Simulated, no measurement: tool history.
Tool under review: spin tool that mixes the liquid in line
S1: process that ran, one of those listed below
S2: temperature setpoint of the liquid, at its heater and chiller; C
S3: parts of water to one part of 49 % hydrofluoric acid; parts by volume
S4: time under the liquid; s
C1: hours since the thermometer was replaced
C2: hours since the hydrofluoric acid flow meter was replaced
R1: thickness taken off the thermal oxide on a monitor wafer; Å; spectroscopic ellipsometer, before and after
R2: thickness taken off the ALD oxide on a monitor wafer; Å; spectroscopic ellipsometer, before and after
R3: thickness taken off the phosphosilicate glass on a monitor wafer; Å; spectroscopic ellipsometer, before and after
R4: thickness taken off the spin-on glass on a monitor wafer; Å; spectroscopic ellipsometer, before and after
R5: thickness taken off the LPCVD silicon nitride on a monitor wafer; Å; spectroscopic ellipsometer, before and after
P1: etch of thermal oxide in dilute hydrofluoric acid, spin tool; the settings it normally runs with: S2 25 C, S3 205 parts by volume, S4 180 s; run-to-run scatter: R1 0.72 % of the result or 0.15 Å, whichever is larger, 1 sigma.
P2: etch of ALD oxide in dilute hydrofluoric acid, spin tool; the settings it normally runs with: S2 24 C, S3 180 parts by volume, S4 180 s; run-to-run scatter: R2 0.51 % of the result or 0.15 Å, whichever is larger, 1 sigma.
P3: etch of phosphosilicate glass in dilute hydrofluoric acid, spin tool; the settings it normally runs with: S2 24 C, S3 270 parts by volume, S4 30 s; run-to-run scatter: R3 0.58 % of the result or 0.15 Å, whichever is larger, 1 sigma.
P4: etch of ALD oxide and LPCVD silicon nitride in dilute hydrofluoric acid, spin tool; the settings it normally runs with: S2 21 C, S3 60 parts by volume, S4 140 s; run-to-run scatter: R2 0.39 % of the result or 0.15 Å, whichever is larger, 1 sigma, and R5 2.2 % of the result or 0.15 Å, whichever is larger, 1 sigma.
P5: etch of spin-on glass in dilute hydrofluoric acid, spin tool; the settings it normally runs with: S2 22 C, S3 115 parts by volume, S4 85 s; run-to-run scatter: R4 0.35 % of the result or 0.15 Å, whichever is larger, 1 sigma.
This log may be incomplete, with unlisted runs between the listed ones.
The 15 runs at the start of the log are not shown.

run,hour,S1,S2,S3,S4,C1,C2,R1,R2,R3,R4,R5
16,150.4,P3,17,270,30,378,333.1,,,83.046,,
17,158.9,P1,25,205,360,386.5,341.6,75.324,,,,
18,167.8,P1,25,365,270,395.4,350.5,27.309,,,,
19,176.1,P2,24,180,315,403.7,358.8,,157.68,,,
20,182.7,P4,29,60,140,410.3,365.4,,383.23,,,15.08
21,194.8,P5,30.5,115,85,422.4,377.5,,,,570.12,
22,202.1,P1,25,205,180,429.7,384.8,37.35,,,,
23,208,P1,25,110,180,435.6,390.7,78.178,,,,
24,220.3,P3,24,270,30,447.9,403,,,107.8,,
25,230.3,P4,21,60,140,457.9,413,,277.23,,,9.2022
26,238,P4,21,105,140,465.6,420.7,,149.48,,,5.1412
27,244.1,P2,24,180,180,471.7,426.8,,89.427,,,
28,255.6,P1,25,335,180,483.2,438.3,19.748,,,,
29,262.4,P3,24,115,30,490,445.1,,,301.32,,
30,272.5,P1,25,205,180,500.1,455.2,37.34,,,,
31,281.8,P3,24,270,30,509.4,464.5,,,106.94,,
32,290,P1,32.5,205,180,517.6,472.7,48.708,,,,

For run 33, what comes out?
33,299.5,P1,25,205,180,527.1,482.2,?,,,,

{"run 33": {"R1": 37.702}}
